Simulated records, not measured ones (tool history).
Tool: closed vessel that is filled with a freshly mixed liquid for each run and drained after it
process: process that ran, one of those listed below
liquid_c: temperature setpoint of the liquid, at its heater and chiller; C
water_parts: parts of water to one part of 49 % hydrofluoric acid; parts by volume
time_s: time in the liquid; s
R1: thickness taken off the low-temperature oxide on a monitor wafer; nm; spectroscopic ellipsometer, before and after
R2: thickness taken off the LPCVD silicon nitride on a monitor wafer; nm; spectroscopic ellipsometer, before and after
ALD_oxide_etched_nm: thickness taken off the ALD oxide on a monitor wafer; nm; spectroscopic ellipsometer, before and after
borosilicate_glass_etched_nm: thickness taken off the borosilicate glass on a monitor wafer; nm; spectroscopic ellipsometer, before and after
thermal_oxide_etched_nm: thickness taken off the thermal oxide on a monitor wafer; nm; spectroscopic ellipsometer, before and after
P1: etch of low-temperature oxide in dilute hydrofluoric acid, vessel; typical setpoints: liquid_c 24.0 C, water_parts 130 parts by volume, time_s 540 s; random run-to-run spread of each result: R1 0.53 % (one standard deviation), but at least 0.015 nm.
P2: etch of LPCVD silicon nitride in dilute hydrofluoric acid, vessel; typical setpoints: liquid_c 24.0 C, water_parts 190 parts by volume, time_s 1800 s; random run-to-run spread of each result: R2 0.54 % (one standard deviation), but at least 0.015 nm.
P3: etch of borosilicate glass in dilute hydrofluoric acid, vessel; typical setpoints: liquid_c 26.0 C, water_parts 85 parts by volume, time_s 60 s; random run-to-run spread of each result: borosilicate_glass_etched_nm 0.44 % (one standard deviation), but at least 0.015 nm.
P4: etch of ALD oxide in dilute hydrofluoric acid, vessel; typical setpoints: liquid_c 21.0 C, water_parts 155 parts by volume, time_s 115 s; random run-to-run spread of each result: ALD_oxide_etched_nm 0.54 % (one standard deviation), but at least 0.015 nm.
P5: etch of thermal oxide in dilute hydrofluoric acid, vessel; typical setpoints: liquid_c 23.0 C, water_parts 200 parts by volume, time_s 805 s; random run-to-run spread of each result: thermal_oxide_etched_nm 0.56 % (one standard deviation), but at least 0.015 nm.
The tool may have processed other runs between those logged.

{"run": 1, "day": 0.25, "process": "P1", "liquid_c": 24.0, "water_parts": 130, "time_s": 540, "R1": 47.668}
{"run": 2, "day": 0.604, "process": "P2", "liquid_c": 24.0, "water_parts": 190, "time_s": 1800, "R2": 4.4962}
{"run": 3, "day": 0.954, "process": "P4", "liquid_c": 21.0, "water_parts": 155, "time_s": 115, "ALD_oxide_etched_nm": 19.095}
{"run": 4, "day": 1.133, "process": "P2", "liquid_c": 24.0, "water_parts": 190, "time_s": 1800, "R2": 4.5723}
{"run": 5, "day": 1.292, "process": "P3", "liquid_c": 26.0, "water_parts": 85, "time_s": 60, "borosilicate_glass_etched_nm": 27.69}
{"run": 6, "day": 1.525, "process": "P2", "liquid_c": 24.0, "water_parts": 190, "time_s": 2645, "R2": 6.6658}
{"run": 7, "day": 1.696, "process": "P1", "liquid_c": 24.0, "water_parts": 130, "time_s": 305, "R1": 26.932}
{"run": 8, "day": 1.938, "process": "P1", "liquid_c": 24.0, "water_parts": 130, "time_s": 540, "R1": 47.784}
{"run": 9, "day": 2.271, "process": "P1", "liquid_c": 30.0, "water_parts": 130, "time_s": 540, "R1": 59.69}
{"run": 10, "day": 2.55, "process": "P1", "liquid_c": 24.0, "water_parts": 40, "time_s": 540, "R1": 172.48}
{"run": 11, "day": 2.867, "process": "P1", "liquid_c": 24.0, "water_parts": 130, "time_s": 540, "R1": 47.876}
{"run": 12, "day": 3.183, "process": "P2", "liquid_c": 24.0, "water_parts": 275, "time_s": 1800, "R2": 3.1664}
{"run": 13, "day": 3.458, "process": "P1", "liquid_c": 29.5, "water_parts": 130, "time_s": 60, "R1": 6.5202}
{"run": 14, "day": 3.688, "process": "P5", "liquid_c": 27.0, "water_parts": 200, "time_s": 805, "thermal_oxide_etched_nm": 19.25}
{"run": 15, "day": 4.029, "process": "P2", "liquid_c": 18.5, "water_parts": 190, "time_s": 1800, "R2": 3.1953}
{"run": 16, "day": 4.333, "process": "P1", "liquid_c": 24.0, "water_parts": 130, "time_s": 1020, "R1": 90.013}
{"run": 17, "day": 4.517, "process": "P4", "liquid_c": 21.0, "water_parts": 155, "time_s": 210, "ALD_oxide_etched_nm": 34.887}
{"run": 18, "day": 4.817, "process": "P1", "liquid_c": 17.0, "water_parts": 130, "time_s": 540, "R1": 36.1}
{"run": 19, "day": 4.983, "process": "P3", "liquid_c": 26.0, "water_parts": 85, "time_s": 60, "borosilicate_glass_etched_nm": 27.635}
{"run": 20, "day": 5.212, "process": "P4", "liquid_c": 21.0, "water_parts": 225, "time_s": 115, "ALD_oxide_etched_nm": 12.267}
{"run": 21, "day": 5.538, "process": "P3", "liquid_c": 26.0, "water_parts": 85, "time_s": 30, "borosilicate_glass_etched_nm": 13.808}
{"run": 22, "day": 5.825, "process": "P5", "liquid_c": 23.0, "water_parts": 200, "time_s": 805, "thermal_oxide_etched_nm": 16.724}
{"run": 23, "day": 6.092, "process": "P5", "liquid_c": 23.0, "water_parts": 200, "time_s": 370, "thermal_oxide_etched_nm": 7.6019}
{"run": 24, "day": 6.333, "process": "P1", "liquid_c": 18.0, "water_parts": 65, "time_s": 540, "R1": 81.165}
{"run": 25, "day": 6.55, "process": "P4", "liquid_c": 17.0, "water_parts": 155, "time_s": 115, "ALD_oxide_etched_nm": 16.22}
{"run": 26, "day": 6.75, "process": "P3", "liquid_c": 19.0, "water_parts": 85, "time_s": 60, "borosilicate_glass_etched_nm": 20.656}
{"run": 27, "day": 6.942, "process": "P3", "liquid_c": 26.0, "water_parts": 40, "time_s": 60, "borosilicate_glass_etched_nm": 62.5}
{"run": 28, "day": 7.217, "process": "P1", "liquid_c": 24.0, "water_parts": 130, "time_s": 540, "R1": 47.725}
{"run": 29, "day": 7.538, "process": "P5", "liquid_c": 23.0, "water_parts": 110, "time_s": 805, "thermal_oxide_etched_nm": 33.37}
{"run": 30, "day": 7.742, "process": "P1", "liquid_c": 24.0, "water_parts": 130, "time_s": 540, "R1": 47.695}
{"run": 31, "day": 8.0, "process": "P1", "liquid_c": 24.0, "water_parts": 215, "time_s": 540, "R1": 26.428}
{"run": 32, "day": 8.154, "process": "P1", "liquid_c": 24.0, "water_parts": 130, "time_s": 540, "R1": 47.654}
{"run": 33, "day": 8.488, "process": "P1", "liquid_c": 24.0, "water_parts": 130, "time_s": 540, "R1": 49.771}
{"run": 34, "day": 8.804, "process": "P1", "liquid_c": 24.0, "water_parts": 130, "time_s": 540, "R1": 51.353}
{"run": 35, "day": 8.975, "process": "P1", "liquid_c": 24.0, "water_parts": 130, "time_s": 540, "R1": 51.189}
{"run": 36, "day": 9.183, "process": "P1", "liquid_c": 24.0, "water_parts": 130, "time_s": 540, "R1": 51.763}
{"run": 37, "day": 9.5, "process": "P1", "liquid_c": 24.0, "water_parts": 130, "time_s": 540, "R1": 51.422}
{"run": 38, "day": 9.712, "process": "P1", "liquid_c": 24.0, "water_parts": 130, "time_s": 540, "R1": 51.774}

Compared with where it was, what P1 gives has crept away. Each cause listed below fits the log as well as the rest, at the size given for it:
A: liquid hotter than its thermometer reads (K) = 2.14
B: hydrofluoric acid flow above the setpoint (%) = 7.38
The process output started creeping at around day 8.154.

Question marks stand in for the results of the 4 check runs listed below, each run on one wafer. Under which run would the listed causes show clearly different results?
{"run": "check 1", "day": 9.925, "process": "P3", "liquid_c": 26.0, "water_parts": 85, "time_s": 60, "borosilicate_glass_etched_nm": "?"}
{"run": "check 2", "day": 9.925, "process": "P2", "liquid_c": 24.0, "water_parts": 190, "time_s": 1800, "R2": "?"}
{"run": "check 3", "day": 9.925, "process": "P4", "liquid_c": 21.0, "water_parts": 155, "time_s": 115, "ALD_oxide_etched_nm": "?"}
{"run": "check 4", "day": 9.925, "process": "P5", "liquid_c": 23.0, "water_parts": 200, "time_s": 805, "thermal_oxide_etched_nm": "?"}

Expected result of each check under each candidate cause:
check=check_1 result=borosilicate_glass_etched_nm if_A=29.927 if_B=29.792
check=check_2 result=R2 if_A=5.2017 if_B=4.8790
check=check_3 result=ALD_oxide_etched_nm if_A=20.692 if_B=20.679
check=check_4 result=thermal_oxide_etched_nm if_A=18.0650 if_B=18.1870
Separation of the two closest causes in each check, using whichever result separates them best: check 1 0.45 %; check 2 6.4 %; check 3 0.06 %; check 4 0.68 %
Check 2 tells the causes apart: in the others they would give nearly the same result.

With check 2 done, the readings were: R2 4.8936 nm. Identify which of the listed causes applies.

The cause is B: hydrofluoric acid flow above the setpoint (%).
